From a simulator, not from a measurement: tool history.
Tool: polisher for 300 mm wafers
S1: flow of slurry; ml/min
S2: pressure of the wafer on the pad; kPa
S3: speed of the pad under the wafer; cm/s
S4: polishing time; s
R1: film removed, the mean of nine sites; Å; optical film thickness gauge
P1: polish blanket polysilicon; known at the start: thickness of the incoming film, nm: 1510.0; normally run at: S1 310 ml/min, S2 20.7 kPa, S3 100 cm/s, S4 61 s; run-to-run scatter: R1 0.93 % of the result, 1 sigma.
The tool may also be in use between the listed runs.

{"run": 1, "hour": 11.0, "S1": 310, "S2": 20.7, "S3": 100, "S4": 61, "R1": 5505.6}
{"run": 2, "hour": 26.1, "S1": 185, "S2": 20.7, "S3": 100, "S4": 61, "R1": 5191.8}
{"run": 3, "hour": 41.8, "S1": 310, "S2": 9.7, "S3": 100, "S4": 61, "R1": 2553.8}
{"run": 4, "hour": 58.1, "S1": 310, "S2": 31.7, "S3": 100, "S4": 61, "R1": 8210.6}
{"run": 5, "hour": 69.4, "S1": 310, "S2": 20.7, "S3": 100, "S4": 88, "R1": 7819}
{"hour": 72.6, "done": "head pressure recalibrated"}
{"run": 6, "hour": 86.4, "S1": 310, "S2": 20.7, "S3": 100, "S4": 61, "R1": 5484.3}
{"run": 7, "hour": 95.3, "S1": 185, "S2": 20.7, "S3": 100, "S4": 45, "R1": 3758.2}
{"run": 8, "hour": 104.4, "S1": 455, "S2": 20.7, "S3": 100, "S4": 61, "R1": 5596.9}
{"run": 9, "hour": 122.9, "S1": 310, "S2": 20.7, "S3": 100, "S4": 61, "R1": 5518.4}
{"run": 10, "hour": 141.1, "S1": 310, "S2": 20.7, "S3": 100, "S4": 34, "R1": 3062.7}
{"run": 11, "hour": 153.2, "S1": 310, "S2": 20.7, "S3": 100, "S4": 61, "R1": 5481.9}
{"run": 12, "hour": 162.7, "S1": 310, "S2": 20.7, "S3": 100, "S4": 61, "R1": 5455.6}
{"run": 13, "hour": 179.1, "S1": 235, "S2": 20.7, "S3": 100, "S4": 31, "R1": 2712.5}
{"run": 14, "hour": 197.9, "S1": 310, "S2": 20.7, "S3": 100, "S4": 61, "R1": 5359.4}
{"run": 15, "hour": 212.9, "S1": 310, "S2": 20.7, "S3": 54, "S4": 61, "R1": 2920.3}
{"run": 16, "hour": 224.2, "S1": 310, "S2": 20.7, "S3": 130, "S4": 61, "R1": 7103}
{"run": 17, "hour": 234.1, "S1": 310, "S2": 20.7, "S3": 100, "S4": 61, "R1": 5446.4}
{"run": 18, "hour": 242.5, "S1": 310, "S2": 20.7, "S3": 100, "S4": 61, "R1": 5478}
{"run": 19, "hour": 251.0, "S1": 310, "S2": 20.7, "S3": 100, "S4": 61, "R1": 5427.1}
{"run": 20, "hour": 260.4, "S1": 310, "S2": 20.7, "S3": 100, "S4": 61, "R1": 5415.5}
{"run": 21, "hour": 277.6, "S1": 310, "S2": 20.7, "S3": 100, "S4": 61, "R1": 5235.5}
{"run": 22, "hour": 289.9, "S1": 310, "S2": 20.7, "S3": 100, "S4": 61, "R1": 5155.6}
{"run": 23, "hour": 299.0, "S1": 310, "S2": 20.7, "S3": 100, "S4": 61, "R1": 5202.3}

Forecast run 24:
{"hour": 305.5, "done": "worn pad replaced by a new one"}
{"run": 24, "hour": 313.7, "S1": 310, "S2": 20.7, "S3": 100, "S4": 61, "R1": "?"}

Run 24 gave R1 5142.1 Å.

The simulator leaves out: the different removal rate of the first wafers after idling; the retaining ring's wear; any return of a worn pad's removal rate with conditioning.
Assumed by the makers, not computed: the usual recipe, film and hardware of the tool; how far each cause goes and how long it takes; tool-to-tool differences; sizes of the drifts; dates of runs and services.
